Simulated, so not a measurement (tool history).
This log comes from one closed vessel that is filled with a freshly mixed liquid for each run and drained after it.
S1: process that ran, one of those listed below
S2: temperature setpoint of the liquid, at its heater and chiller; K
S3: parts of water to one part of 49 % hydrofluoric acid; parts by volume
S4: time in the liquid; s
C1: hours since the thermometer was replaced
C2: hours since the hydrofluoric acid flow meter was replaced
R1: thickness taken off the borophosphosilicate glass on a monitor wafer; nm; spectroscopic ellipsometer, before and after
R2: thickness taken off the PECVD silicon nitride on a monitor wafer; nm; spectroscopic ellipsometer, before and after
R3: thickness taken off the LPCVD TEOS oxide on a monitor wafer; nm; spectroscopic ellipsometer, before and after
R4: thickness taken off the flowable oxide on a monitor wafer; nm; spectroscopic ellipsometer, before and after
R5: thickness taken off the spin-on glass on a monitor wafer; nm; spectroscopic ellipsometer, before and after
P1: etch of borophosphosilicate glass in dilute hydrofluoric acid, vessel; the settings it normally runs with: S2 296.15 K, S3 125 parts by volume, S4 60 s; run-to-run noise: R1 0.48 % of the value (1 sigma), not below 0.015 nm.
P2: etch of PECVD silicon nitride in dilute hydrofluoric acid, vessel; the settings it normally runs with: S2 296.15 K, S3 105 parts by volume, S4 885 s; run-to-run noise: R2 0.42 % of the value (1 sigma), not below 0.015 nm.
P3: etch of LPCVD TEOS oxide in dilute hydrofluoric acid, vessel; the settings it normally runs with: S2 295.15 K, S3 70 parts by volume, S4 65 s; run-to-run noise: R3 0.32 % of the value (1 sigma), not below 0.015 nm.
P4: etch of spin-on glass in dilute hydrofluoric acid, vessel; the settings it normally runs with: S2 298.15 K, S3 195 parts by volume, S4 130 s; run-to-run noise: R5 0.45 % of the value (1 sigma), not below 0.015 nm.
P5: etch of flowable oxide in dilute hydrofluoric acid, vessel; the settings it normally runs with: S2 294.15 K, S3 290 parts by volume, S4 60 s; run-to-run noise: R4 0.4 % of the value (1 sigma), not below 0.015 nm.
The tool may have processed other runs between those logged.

run	hour	S1	S2	S3	S4	C1	C2	R1	R2	R3	R4	R5
1	5.6	P1	296.15	125	60	519.6	440.1	27.322				
2	13.2	P2	296.15	105	1440	527.2	447.7		53.048			
3	18.8	P1	291.65	125	30	532.8	453.3	11.369				
4	25.1	P1	296.15	55	60	539.1	459.6	68.451				
5	32.3	P3	295.15	70	30	546.3	466.8			10.798		
6	37.7	P1	296.15	125	60	551.7	472.2	27.493				
7	44.2	P3	295.15	115	65	558.2	478.7			13.474		
8	49.9	P5	294.15	105	60	563.9	484.4				34.038	
9	53.6	P4	306.15	195	130	567.6	488.1					27.6360
10	58.0	P4	298.15	110	130	572.0	492.5					40.8230
11	64.7	P1	296.15	125	60	578.7	499.2	27.164				
12	69.5	P4	298.15	195	130	583.5	504.0					20.9850
13	76.1	P1	301.65	125	60	590.1	510.6	33.774				
14	80.0	P5	294.15	290	105	594.0	514.5				17.976	
15	86.1	P1	296.15	125	30	600.1	520.6	13.697				
16	94.2	P4	298.15	195	130	608.2	528.7					20.8350
17	101.5	P1	296.15	125	60	615.5	536.0	27.496				
18	106.8	P2	296.15	105	885	620.8	541.3		32.938			
19	113.6	P2	296.15	55	885	627.6	548.1		61.651			
20	118.7	P1	296.15	125	60	632.7	553.2	27.475				
21	124.4	P1	296.15	190	60	638.4	558.9	16.795				
22	132.4	P2	301.65	105	885	646.4	566.9		46.524			
23	139.6	P1	303.65	185	60	653.6	574.1	22.826				
24	146.7	P1	290.15	125	60	660.7	581.2	21.539				
25	153.3	P5	294.15	290	60	667.3	587.8				10.317	
26	160.6	P3	302.65	70	65	674.6	595.1			31.682		
27	166.2	P4	298.15	195	30	680.2	600.7					4.8877
28	170.7	P5	302.15	290	60	684.7	605.2				13.512	
29	175.4	P1	296.15	125	110	689.4	609.9	50.497				
30	180.8	P5	294.15	290	60	694.8	615.3				10.318	
31	186.3	P1	296.15	125	60	700.3	620.8	27.293				
32	191.2	P3	295.15	70	65	705.2	625.7			23.345		
33	197.1	P1	296.15	125	60	711.1	631.6	27.587				
34	201.6	P1	296.15	125	60	715.6	636.1	27.717				
35	206.0	P1	296.15	125	60	720.0	640.5	28.081				
36	210.2	P1	296.15	125	60	724.2	644.7	28.441				
37	218.5	P1	296.15	125	60	732.5	653.0	28.595				
38	224.2	P1	296.15	125	60	738.2	658.7	28.763				
39	228.1	P1	296.15	125	60	742.1	662.6	28.622				
40	235.5	P1	296.15	125	60	749.5	670.0	28.720				
41	241.5	P1	296.15	125	60	755.5	676.0	28.916				
42	249.5	P1	296.15	125	60	763.5	684.0	28.713				

The log shows P1 creeping away from where it was. Any of the 2 causes listed here, at the size stated for it, fits the log just as well as the others:
A: liquid hotter than its thermometer reads (K) = 1.39
B: hydrofluoric acid flow above the setpoint (%) = 4.84
Onset of the creep was near hour 197.1.

4 check runs are offered, one wafer each, their results left as question marks. Which one tells the causes apart?
check 1	257.5	P4	305.15	195	30							?
check 2	257.5	P2	299.65	105	1240				?			
check 3	257.5	P3	295.15	100	65					?		
check 4	257.5	P5	294.15	155	100						?	

If the cause were each of the candidates in turn, the checks would give the following:
check	result	if A	if B
check 1	R5	6.4795	6.5586
check 2	R2	63.195	60.597
check 3	R3	16.687	16.637
check 4	R4	38.684	38.711
Distance between the nearest two causes, measured in the result of the check that separates them most: check 1 1.21 %; check 2 4.2 %; check 3 0.3 %; check 4 0.07 %
Check 2 tells the causes apart: in the others they would give nearly the same result.

Then check 2 was run and gave: R2 60.034 nm. Which cause is it?

B is the cause: hydrofluoric acid flow above the setpoint (%).
